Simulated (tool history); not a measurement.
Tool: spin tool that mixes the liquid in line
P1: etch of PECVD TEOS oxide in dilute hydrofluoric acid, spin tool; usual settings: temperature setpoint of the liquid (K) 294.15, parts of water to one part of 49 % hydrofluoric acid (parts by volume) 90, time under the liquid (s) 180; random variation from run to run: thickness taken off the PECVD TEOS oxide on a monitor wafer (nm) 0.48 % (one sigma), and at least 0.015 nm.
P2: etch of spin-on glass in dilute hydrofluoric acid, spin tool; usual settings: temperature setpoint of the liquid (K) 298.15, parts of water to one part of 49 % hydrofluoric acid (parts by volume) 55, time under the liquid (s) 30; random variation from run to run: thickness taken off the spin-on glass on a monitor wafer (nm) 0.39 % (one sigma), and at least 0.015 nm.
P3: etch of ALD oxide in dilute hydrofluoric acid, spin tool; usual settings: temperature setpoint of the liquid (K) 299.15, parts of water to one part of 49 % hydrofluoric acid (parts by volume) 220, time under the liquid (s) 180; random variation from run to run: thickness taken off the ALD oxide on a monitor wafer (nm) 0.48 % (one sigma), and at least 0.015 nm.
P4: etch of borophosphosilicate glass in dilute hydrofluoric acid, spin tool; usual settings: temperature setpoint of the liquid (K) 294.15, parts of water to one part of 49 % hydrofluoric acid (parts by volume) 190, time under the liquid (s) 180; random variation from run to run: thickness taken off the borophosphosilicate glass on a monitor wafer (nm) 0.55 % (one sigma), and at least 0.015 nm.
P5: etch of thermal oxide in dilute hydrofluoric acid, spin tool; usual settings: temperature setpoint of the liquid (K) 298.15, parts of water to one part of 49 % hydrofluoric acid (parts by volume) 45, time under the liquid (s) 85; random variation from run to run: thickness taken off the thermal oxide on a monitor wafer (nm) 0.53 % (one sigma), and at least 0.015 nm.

run	day	process that ran	temperature setpoint of the liquid (K)	parts of water to one part of 49 % hydrofluoric acid (parts by volume)	time under the liquid (s)	thickness taken off the PECVD TEOS oxide on a monitor wafer (nm)	thickness taken off the thermal oxide on a monitor wafer (nm)	thickness taken off the ALD oxide on a monitor wafer (nm)	thickness taken off the spin-on glass on a monitor wafer (nm)	thickness taken off the borophosphosilicate glass on a monitor wafer (nm)
1	0.254	P1	294.15	90	180	35.857				
2	0.475	P5	298.15	45	85		9.8984			
3	0.738	P1	301.15	90	90	23.727				
4	0.892	P5	306.15	45	85		13.5440			
5	1.179	P3	299.15	220	180			14.2200		
6	1.438	P1	294.15	150	180	20.239				
7	1.575	P1	294.15	90	180	35.913				
8	1.821	P3	303.65	220	180			16.3930		
9	2.125	P2	298.15	105	30				9.9326	
10	2.404	P1	294.15	90	55	11.032				
11	2.617	P2	298.15	55	30				20.2870	
12	2.842	P1	294.15	90	275	55.053				
13	2.983	P2	291.65	55	30				15.4310	
14	3.171	P4	294.15	190	180					29.160
15	3.362	P4	290.15	190	180					24.878
16	3.662	P4	294.15	65	180					97.750
17	3.888	P5	298.15	45	85		9.8279			
18	4.142	P3	299.15	220	265			20.8940		
19	4.329	P1	290.15	90	315	53.326				
20	4.612	P2	298.15	55	50				33.7770	
21	4.767	P1	294.15	90	180	36.008				
22	4.967	P1	300.65	90	180	46.608				
23	5.179	P1	290.15	90	180	30.667				
24	5.462	P3	299.15	220	180			13.9920		
25	5.625	P1	294.15	90	180	36.222				
26	5.817	P3	299.15	385	180			6.8498		
27	5.967	P1	294.15	90	180	35.777				
28	6.275	P1	294.15	90	180	36.079				
29	6.542	P1	294.15	90	180	36.177				
30	6.817	P4	294.15	190	300					48.635
31	7.117	P1	294.15	40	180	85.792				
32	7.396	P5	298.15	45	45		5.2560			
33	7.700	P1	290.15	90	310	52.150				
34	7.875	P5	298.15	75	85		5.7246			
35	8.021	P4	294.15	190	180					29.028
36	8.192	P1	294.15	90	180	35.941				
37	8.488	P1	294.15	90	180	35.131				
38	8.758	P1	294.15	90	180	34.449				
39	8.900	P1	294.15	90	180	34.259				
40	9.212	P1	294.15	90	180	33.798				
41	9.354	P1	294.15	90	180	33.934				
42	9.642	P1	294.15	90	180	33.639				
43	9.946	P1	294.15	90	180	33.589				
44	10.129	P1	294.15	90	180	33.741				
45	10.408	P1	294.15	90	180	33.210				
46	10.679	P1	294.15	90	180	33.490				

What P1 gives has crept away from where it was. These 2 causes fit the log equally well, each at the size given:
A: hydrofluoric acid flow below the setpoint (%) = 6.15
B: liquid colder than its thermometer reads (K) = 1.71
The creep began at about day 8.192.

4 check runs are offered, each on 2 wafers whose results are averaged, their results left as question marks. Which one tells the causes apart?
check 1	10.950	P4	291.15	190	180					?
check 2	10.950	P5	303.65	70	85		?			
check 3	10.950	P2	298.15	100	45				?	
check 4	10.950	P3	303.65	385	180			?		

What each check would give under each cause:
check	result	if A	if B
check 1	thickness taken off the borophosphosilicate glass on a monitor wafer (nm)	23.990	24.152
check 2	thickness taken off the thermal oxide on a monitor wafer (nm)	7.1431	7.1742
check 3	thickness taken off the spin-on glass on a monitor wafer (nm)	14.6850	14.7440
check 4	thickness taken off the ALD oxide on a monitor wafer (nm)	7.1842	7.4516
How far apart the two closest causes lie, in the result that separates them most: check 1 0.67 %; check 2 0.43 %; check 3 0.4 %; check 4 3.65 %
Only check 4 tells the causes apart: in the others they would give nearly the same result.

Check 4 was then run and gave: thickness taken off the ALD oxide on a monitor wafer (nm) 7.4657. Which cause is it?

It is B: liquid colder than its thermometer reads (K).

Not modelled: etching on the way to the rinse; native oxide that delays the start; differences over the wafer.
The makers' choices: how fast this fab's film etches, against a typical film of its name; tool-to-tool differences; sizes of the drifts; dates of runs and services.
